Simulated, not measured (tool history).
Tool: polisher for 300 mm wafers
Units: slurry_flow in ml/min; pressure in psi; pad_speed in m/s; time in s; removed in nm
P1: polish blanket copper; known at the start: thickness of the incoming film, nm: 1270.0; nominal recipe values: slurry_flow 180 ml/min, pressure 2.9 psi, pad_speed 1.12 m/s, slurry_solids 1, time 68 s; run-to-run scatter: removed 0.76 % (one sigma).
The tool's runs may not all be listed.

run	day	slurry_flow	pressure	pad_speed	slurry_solids	time	wafers polished on this pad	hours since the slurry nozzle was cleaned	hours since the head pressure was calibrated	hours since the slurry blender was calibrated	removed
1	0.242	180	2.9	1.12	1	68	929	239.6	438	196.7	189.69
2	0.575	180	2.9	1.12	1	68	989	247.6	446	204.7	193.14
3	0.867	180	2.9	1.12	1	68	1042	254.6	453	211.7	190.59
4	1.062	180	2.9	0.58	1	34	1077	259.3	457.7	216.4	49.455
5	1.275	180	2.9	1.12	1	41	1115	264.4	462.8	221.5	115.15
6	1.608	245	2.9	1.12	1	68	1175	272.4	470.8	229.5	197.48
7	1.817	180	2.9	1.12	1	107	1213	277.4	475.8	234.5	297.99
8	2.158	180	2.9	1.12	1	68	1275	285.6	484	242.7	188.28
# day 2.354: slurry blender recalibrated
9	2.421	180	1.6	1.12	1	68	1322	291.9	490.3	1.6	104.15
10	2.738	180	2.9	1.12	1.35	35	1379	299.5	497.9	9.2	104.4
11	2.979	180	2.9	1.12	0.55	68	1423	305.3	503.7	15	166.52
# day 3.208: slurry nozzle cleaned
12	3.258	180	2.9	1.12	1.5	68	1473	1.2	510.4	21.7	206.62
13	3.592	180	2.9	1.76	1	68	1533	9.2	518.4	29.7	299.29
14	3.85	180	2.9	0.58	1	104	1580	15.4	524.6	35.9	149.35
15	4.104	180	2.9	0.5	1	68	1625	21.5	530.7	42	84.498
16	4.3	110	2.9	1.12	1	68	1661	26.2	535.4	46.7	175.24
17	4.65	180	2.9	1.12	1	68	1724	34.6	543.8	55.1	188.28
18	4.896	180	4.5	1.12	1	68	1768	40.5	549.7	61	295.08
19	5.171	180	2.9	1.12	1	68	1818	47.1	556.3	67.6	192.25
20	5.446	180	2.9	1.12	1	68	1867	53.7	562.9	74.2	186.18
21	5.725	180	2.9	1.12	1	68	1918	60.4	569.6	80.9	183.29
22	6.042	180	2.9	1.12	1	68	1975	68	577.2	88.5	179.94
# day 6.233: head pressure recalibrated
23	6.362	180	2.9	1.12	1	68	2033	75.7	3.1	96.2	181.01
# day 6.596: worn pad replaced by a new one
24	6.738	180	2.9	1.12	1	68	25	84.7	12.1	105.2	179.08
25	7.079	180	2.9	1.12	1	68	87	92.9	20.3	113.4	177.3

Compared with where it was, what P1 gives has crept away. Each cause listed below fits the log as well as the rest, at the size given for it:
A: abrasive missing from the slurry, % = 25.9
B: slurry flow missing at the pad, % = 30.5
The creep began at about day 5.171.
The rest of the possible causes, and what rules out each one:
removal rate lost through wear of the pad, %: serviced at day 6.596, after the change had begun; the process did not return to its earlier output
head's pressure below its setpoint, %: serviced at day 6.233, after the change had begun; the process did not return to its earlier output

4 check runs are offered, each on 3 wafers whose results are averaged, their results left as question marks. Which one tells the causes apart?
check 1	7.421	180	3.8	0.62	1	68					?
check 2	7.421	180	2.9	0.54	1	68					?
check 3	7.421	115	2.9	0.74	1	68					?
check 4	7.421	180	2.9	1.12	0.55	42					?

What each check would give under each cause:
check	result	if A	if B
check 1	removed	129.03	129.06
check 2	removed	85.762	85.782
check 3	removed	108.42	105.12
check 4	removed	97.566	97.127
Per-check spread between the two closest causes, in the result where they differ most: check 1 0.02 %; check 2 0.02 %; check 3 3.09 %; check 4 0.45 %
The other checks would show nearly matching results whichever cause is true, so check 3 is the only one that separates the causes.

The results of check 3 are: removed 105.39 nm. Based on these, which of the listed causes is it?

It is B: slurry flow missing at the pad, %.
